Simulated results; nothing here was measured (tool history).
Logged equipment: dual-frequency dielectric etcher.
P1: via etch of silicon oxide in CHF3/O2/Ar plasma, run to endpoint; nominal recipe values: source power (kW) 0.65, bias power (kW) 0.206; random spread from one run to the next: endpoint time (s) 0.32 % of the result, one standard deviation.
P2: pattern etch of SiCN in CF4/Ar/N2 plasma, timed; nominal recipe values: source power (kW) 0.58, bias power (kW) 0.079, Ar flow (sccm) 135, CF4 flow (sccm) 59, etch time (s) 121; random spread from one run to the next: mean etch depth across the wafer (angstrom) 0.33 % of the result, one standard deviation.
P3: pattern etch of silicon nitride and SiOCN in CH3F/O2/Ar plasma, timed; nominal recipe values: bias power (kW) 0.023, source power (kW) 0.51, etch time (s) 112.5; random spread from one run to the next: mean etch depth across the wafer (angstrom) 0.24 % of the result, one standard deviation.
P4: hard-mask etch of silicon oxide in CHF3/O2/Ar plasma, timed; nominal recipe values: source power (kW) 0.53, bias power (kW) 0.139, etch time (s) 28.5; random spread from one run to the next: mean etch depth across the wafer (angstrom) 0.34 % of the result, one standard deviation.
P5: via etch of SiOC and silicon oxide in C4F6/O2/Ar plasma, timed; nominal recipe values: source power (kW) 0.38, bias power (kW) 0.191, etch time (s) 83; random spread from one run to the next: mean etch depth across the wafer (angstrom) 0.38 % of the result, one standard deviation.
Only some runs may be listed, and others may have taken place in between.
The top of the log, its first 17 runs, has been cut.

| run | hour | process that ran | source power (kW) | bias power (kW) | etch time (s) | Ar flow (sccm) | CF4 flow (sccm) | hours since the last wet clean | hours since the last source power generator calibration | hours since the last bias power generator calibration | endpoint time (s) | mean etch depth across the wafer (angstrom) |
|---|---|---|---|---|---|---|---|---|---|---|---|---|
| 18 | 200 | P3 | 0.51 | 0.023 | 141 |  |  | 569.5 | 1696.3 | 2982.8 |  | 200.26 |
| 19 | 212.9 | P1 | 0.65 | 0.206 |  |  |  | 582.4 | 1709.2 | 2995.7 | 211.8 |  |
| 20 | 221.7 | P5 | 0.38 | 0.121 | 83 |  |  | 591.2 | 1718 | 3004.5 |  | 806.29 |
| 21 | 232.8 | P2 | 0.58 | 0.079 | 121 | 106 | 59 | 602.3 | 1729.1 | 3015.6 |  | 1300.5 |
| 22 | 245.9 | P2 | 0.58 | 0.079 | 121 | 135 | 40 | 615.4 | 1742.2 | 3028.7 |  | 1166 |
| 23 | 258.6 | P5 | 0.54 | 0.191 | 83 |  |  | 628.1 | 1754.9 | 3041.4 |  | 1064.8 |
| 24 | 269 | P1 | 0.89 | 0.275 |  |  |  | 638.5 | 1765.3 | 3051.8 | 169.4 |  |
|  | 282.7 | bias power generator calibrated |
| 25 | 284.8 | P2 | 0.35 | 0.079 | 121 | 135 | 59 | 654.3 | 1781.1 | 2.2 |  | 801.04 |
| 26 | 292.6 | P4 | 0.53 | 0.139 | 28.5 |  |  | 662.1 | 1788.9 | 10 |  | 489.57 |
| 27 | 304.2 | P2 | 0.58 | 0.052 | 121 | 135 | 59 | 673.7 | 1800.5 | 21.6 |  | 1073.4 |
| 28 | 316 | P2 | 0.58 | 0.079 | 66.5 | 135 | 59 | 685.5 | 1812.3 | 33.4 |  | 682.39 |
| 29 | 327.2 | P5 | 0.38 | 0.191 | 103.5 |  |  | 696.7 | 1823.5 | 44.6 |  | 1161.6 |
| 30 | 337.2 | P4 | 0.53 | 0.175 | 28.5 |  |  | 706.7 | 1833.5 | 54.6 |  | 525.36 |
| 31 | 351.7 | P4 | 0.53 | 0.139 | 15.5 |  |  | 721.2 | 1848 | 69.1 |  | 265.08 |
| 32 | 367.6 | P1 | 0.51 | 0.206 |  |  |  | 737.1 | 1863.9 | 85 | 232.09 |  |
| 33 | 378.1 | P1 | 0.65 | 0.206 |  |  |  | 747.6 | 1874.4 | 95.5 | 210.28 |  |
| 34 | 393.8 | P1 | 0.65 | 0.206 |  |  |  | 763.3 | 1890.1 | 111.2 | 212.89 |  |
| 35 | 407.8 | P1 | 0.65 | 0.206 |  |  |  | 777.3 | 1904.1 | 125.2 | 214.53 |  |
| 36 | 421.5 | P1 | 0.65 | 0.206 |  |  |  | 791 | 1917.8 | 138.9 | 212.78 |  |

Forecast run 37:
| 37 | 435.6 | P1 | 0.65 | 0.206 |  |  |  | 805.1 | 1931.9 | 153 | ? |  |

{"run 37": {"endpoint time (s)": 214.95}}
